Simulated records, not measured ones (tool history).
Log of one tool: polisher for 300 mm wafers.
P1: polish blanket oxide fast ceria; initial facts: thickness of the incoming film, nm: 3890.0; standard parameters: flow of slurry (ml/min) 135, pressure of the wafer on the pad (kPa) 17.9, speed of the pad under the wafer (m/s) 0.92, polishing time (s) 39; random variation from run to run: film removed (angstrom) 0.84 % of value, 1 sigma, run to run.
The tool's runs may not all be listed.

run	hour	flow of slurry (ml/min)	pressure of the wafer on the pad (kPa)	speed of the pad under the wafer (m/s)	polishing time (s)	wafers polished on this pad	hours since the slurry nozzle was cleaned	hours since the head pressure was calibrated	film removed (angstrom)
1	8.1	135	17.9	0.92	39	337	552.6	225.1	5767.3
2	13.4	135	17.9	0.92	39	390	557.9	230.4	5627.9
3	20.8	135	17.9	1.3	39	465	565.3	237.8	8199
4	28.4	135	24.8	0.92	39	541	572.9	245.4	7774.5
5	34.2	135	27.6	0.92	54	600	578.7	251.2	12067
6	38.9	180	12.4	0.92	39	647	583.4	255.9	4144.1
7	46.2	80	17.9	0.92	39	721	590.7	263.2	5094.6
8	52.8	135	17.9	0.92	60	787	597.3	269.8	8746
9	58.4	135	8.3	0.92	39	844	602.9	275.4	2659.1
10	67.4	205	17.9	0.92	39	934	611.9	284.4	6105.3
11	72.1	135	17.9	0.92	39	982	616.6	289.1	5703.6
12	80.9	135	17.9	0.58	39	1070	625.4	297.9	3592.8
13	89.5	135	17.9	0.92	39	1157	634	306.5	5775.2
14	98.4	135	17.9	0.92	20	1247	642.9	315.4	2933.2
15	107.9	135	17.9	0.92	39	1342	652.4	324.9	5704.4
16	113.2	135	17.9	0.92	39	1396	657.7	330.2	5588.3
17	120.8	135	17.9	0.92	39	1472	665.3	337.8	5479.3
18	128	135	17.9	0.92	39	1545	672.5	345	5365.8
19	136.9	135	17.9	0.92	39	1634	681.4	353.9	5389.7
20	142.7	135	17.9	0.92	39	1693	687.2	359.7	5254.3
21	151.4	135	17.9	0.92	39	1781	695.9	368.4	5185.8
# hour 155.1: worn pad replaced by a new one
22	160.8	135	17.9	0.92	39	58	705.3	377.8	5235.6
23	167.5	135	17.9	0.92	39	125	712	384.5	5196.7
24	176.3	135	17.9	0.92	39	214	720.8	393.3	5224.8
25	181.6	135	17.9	0.92	39	267	726.1	398.6	5163
26	189.4	135	17.9	0.92	39	346	733.9	406.4	5198.6

What P1 gives has crept away from where it was. These 2 causes fit the log equally well, each at the size given:
A: slurry flow missing at the pad, % = 34.1
B: head's pressure below its setpoint, % = 9.25
The drift started at roughly hour 107.9.
Why every other cause is out:
removal rate lost through wear of the pad, %: serviced at hour 155.1, after the change had begun; the process did not return to its earlier output

You are offered 4 check runs, listed below with question marks in place of their results; each one averages 5 wafers. Which run separates the listed causes by giving clearly different results for each?
check 1	197.2	135	17.9	0.92	60				?
check 2	197.2	195	17.9	0.92	39				?
check 3	197.2	135	17.9	0.6	39				?
check 4	197.2	135	17.9	0.68	39				?

How each check would come out, cause by cause:
check	result	if A	if B
check 1	film removed (angstrom)	7975.1	7976.4
check 2	film removed (angstrom)	5658	5504.7
check 3	film removed (angstrom)	3380.7	3381.3
check 4	film removed (angstrom)	3831.5	3832.1
Minimum pairwise separation of causes per check, each pair taken at its best-separating result: check 1 0.02 %; check 2 2.75 %; check 3 0.02 %; check 4 0.02 %
Only check 2 tells the causes apart: in the others they would give nearly the same result.

Running check 2 produced the following: film removed (angstrom) 5511.7. Which one of the listed causes fits?

The correct cause is B, namely: head's pressure below its setpoint, %.
